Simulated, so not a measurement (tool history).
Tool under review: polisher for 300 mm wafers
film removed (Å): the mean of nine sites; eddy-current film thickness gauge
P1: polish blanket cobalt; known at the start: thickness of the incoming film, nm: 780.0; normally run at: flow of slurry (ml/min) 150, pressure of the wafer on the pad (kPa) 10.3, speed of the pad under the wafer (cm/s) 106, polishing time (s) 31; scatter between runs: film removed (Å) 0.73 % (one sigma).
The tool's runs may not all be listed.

run	hour	flow of slurry (ml/min)	pressure of the wafer on the pad (kPa)	speed of the pad under the wafer (cm/s)	polishing time (s)	wafers polished on this pad	hours since the slurry nozzle was cleaned	hours since the head pressure was calibrated	film removed (Å)
1	6.9	150	10.3	106	31	407	129.9	169.7	1259.8
2	16.8	150	10.3	106	14	489	139.8	179.6	573.14
3	21.6	150	8.3	106	47	530	144.6	184.4	1517.6
4	26.8	150	10.3	168	31	573	149.8	189.6	1989
5	31.4	150	10.3	74	31	611	154.4	194.2	885.59
6	36.4	200	10.3	106	31	653	159.4	199.2	1334.4
7	43.1	150	10.3	106	31	709	166.1	205.9	1275
8	50.1	150	10.3	106	31	768	173.1	212.9	1271.8
9	55.4	110	10.3	106	31	812	178.4	218.2	1189.9
10	62.6	150	13.8	106	31	872	185.6	225.4	1681.8
11	71.2	150	10.3	106	31	944	194.2	234	1253.3
12	79.8	150	10.3	106	49	1016	202.8	242.6	1972.5
13	89.6	150	5.5	106	31	1097	212.6	252.4	667.08
14	96	150	10.3	66	42	1151	219	258.8	1066.7

Expected results for the next run?
15	104.5	150	10.3	106	31	1222	227.5	267.3	?

Run 15 yielded film removed (Å) 1252.9.

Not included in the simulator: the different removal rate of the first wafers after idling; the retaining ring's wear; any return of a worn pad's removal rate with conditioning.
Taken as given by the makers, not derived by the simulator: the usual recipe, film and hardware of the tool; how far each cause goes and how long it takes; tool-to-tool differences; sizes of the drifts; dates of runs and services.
